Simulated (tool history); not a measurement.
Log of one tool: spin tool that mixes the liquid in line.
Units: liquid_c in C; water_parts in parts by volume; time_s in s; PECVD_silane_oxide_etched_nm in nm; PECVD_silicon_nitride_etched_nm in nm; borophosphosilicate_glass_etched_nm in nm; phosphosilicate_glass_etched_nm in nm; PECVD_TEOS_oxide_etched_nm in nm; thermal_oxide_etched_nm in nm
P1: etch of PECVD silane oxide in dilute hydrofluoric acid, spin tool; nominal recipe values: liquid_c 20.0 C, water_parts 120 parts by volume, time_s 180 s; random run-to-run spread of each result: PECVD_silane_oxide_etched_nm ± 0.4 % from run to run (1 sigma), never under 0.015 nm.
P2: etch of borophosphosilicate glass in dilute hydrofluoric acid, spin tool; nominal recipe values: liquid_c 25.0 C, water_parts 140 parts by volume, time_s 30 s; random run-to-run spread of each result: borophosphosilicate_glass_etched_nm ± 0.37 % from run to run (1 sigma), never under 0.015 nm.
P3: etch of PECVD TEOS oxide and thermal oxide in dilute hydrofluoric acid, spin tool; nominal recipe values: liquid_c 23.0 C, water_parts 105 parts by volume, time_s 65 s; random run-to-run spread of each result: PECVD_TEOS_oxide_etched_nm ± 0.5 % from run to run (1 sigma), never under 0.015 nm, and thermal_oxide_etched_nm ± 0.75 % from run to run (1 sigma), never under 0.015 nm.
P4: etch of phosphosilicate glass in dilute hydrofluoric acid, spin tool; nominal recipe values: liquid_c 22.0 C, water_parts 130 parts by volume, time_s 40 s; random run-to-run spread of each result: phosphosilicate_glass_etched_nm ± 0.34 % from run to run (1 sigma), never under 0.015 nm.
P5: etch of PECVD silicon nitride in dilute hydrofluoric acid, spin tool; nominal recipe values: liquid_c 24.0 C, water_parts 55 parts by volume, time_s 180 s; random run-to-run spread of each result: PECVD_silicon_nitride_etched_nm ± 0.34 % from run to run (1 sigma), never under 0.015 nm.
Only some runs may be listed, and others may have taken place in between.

run	hour	process	liquid_c	water_parts	time_s	PECVD_silane_oxide_etched_nm	PECVD_silicon_nitride_etched_nm	borophosphosilicate_glass_etched_nm	phosphosilicate_glass_etched_nm	PECVD_TEOS_oxide_etched_nm	thermal_oxide_etched_nm
1	4.1	P1	20.0	120	180	22.5620					
2	12.2	P1	20.0	45	60	21.8770					
3	20.1	P5	24.0	55	295		19.2010				
4	24.4	P2	25.0	140	50			25.047			
5	31.4	P1	20.0	120	285	35.5970					
6	38.2	P1	20.0	120	180	22.3920					
7	42.6	P4	22.0	130	40				21.5230		
8	48.9	P3	23.0	105	65					4.9818	2.8259
9	54.6	P1	17.0	120	335	37.0480					
10	63.3	P2	33.0	140	30			20.304			
11	70.1	P4	22.0	200	40				12.9570		
12	78.9	P1	20.0	120	180	22.2090					
13	83.2	P3	23.0	105	110					8.4813	4.7395
14	89.5	P3	31.5	105	65					6.8906	3.9363
15	97.8	P1	20.0	120	180	22.6970					
16	102.7	P1	24.5	120	15	2.2303					
17	109.7	P5	24.0	55	180		11.7010				
18	115.3	P1	20.0	120	180	22.3250					
19	124.4	P4	17.0	130	40				17.6790		
20	133.7	P4	22.0	130	15				8.1136		
21	138.7	P2	25.0	140	30			15.142			
22	145.9	P1	20.0	120	180	22.3330					
23	150.0	P3	23.0	185	65					2.6035	1.5092
24	155.9	P1	28.0	120	180	30.7370					
25	164.9	P1	17.0	120	180	19.8280					
26	172.4	P2	25.0	195	30			10.178			
27	178.6	P4	22.0	130	40				21.4880		
28	186.6	P5	24.0	90	180		7.2596				
29	193.7	P1	20.0	120	15	1.8780					
30	200.3	P3	23.0	105	65					4.9790	2.8319
31	205.5	P1	20.0	35	180	84.5740					
32	212.7	P5	17.0	55	180		7.2362				
33	218.5	P1	20.0	120	180	22.5810					
34	227.4	P1	20.0	165	180	15.6740					
35	232.3	P1	20.0	120	180	22.3320					
36	237.1	P1	20.0	120	180	22.0640					
37	242.9	P1	20.0	120	180	21.5220					
38	249.4	P1	20.0	120	180	21.3100					
39	258.4	P1	20.0	120	180	20.9910					
40	264.2	P1	20.0	120	180	20.9980					
41	272.9	P1	20.0	120	180	20.9010					
42	282.0	P1	20.0	120	180	20.7690					
43	290.1	P1	20.0	120	180	20.9230					
44	294.6	P1	20.0	120	180	20.7580					

P1 no longer gives what it gave before; its output has crept away from where it was. The following 2 causes, each at its listed size, fit the log equally well:
A: liquid colder than its thermometer reads (K) = 1.91
B: hydrofluoric acid flow below the setpoint (%) = 6.65
The drift started at roughly hour 232.3.

Consider the 4 single-wafer check runs listed below, results given as question marks: which one distinguishes between the causes by giving clearly different results for each?
check 1	299.1	P3	23.0	105	65					?	?
check 2	299.1	P2	25.0	140	30			?			
check 3	299.1	P5	24.0	55	180		?				
check 4	299.1	P4	22.0	130	40				?		

How each check would come out, cause by cause:
check	result	if A	if B
check 1	PECVD_TEOS_oxide_etched_nm	4.6485	4.6442
check 1	thermal_oxide_etched_nm	2.6114	2.6090
check 2	borophosphosilicate_glass_etched_nm	14.044	13.945
check 3	PECVD_silicon_nitride_etched_nm	10.3000	10.9570
check 4	phosphosilicate_glass_etched_nm	20.0520	19.9930
Minimum pairwise separation of causes per check, each pair taken at its best-separating result: check 1 0.09 %; check 2 0.7 %; check 3 6.19 %; check 4 0.29 %
Check 3 tells the causes apart: in the others they would give nearly the same result.

With check 3 done, the readings were: PECVD_silicon_nitride_etched_nm 10.3280 nm. Identify which of the listed causes applies.

The correct cause is A, namely: liquid colder than its thermometer reads (K).

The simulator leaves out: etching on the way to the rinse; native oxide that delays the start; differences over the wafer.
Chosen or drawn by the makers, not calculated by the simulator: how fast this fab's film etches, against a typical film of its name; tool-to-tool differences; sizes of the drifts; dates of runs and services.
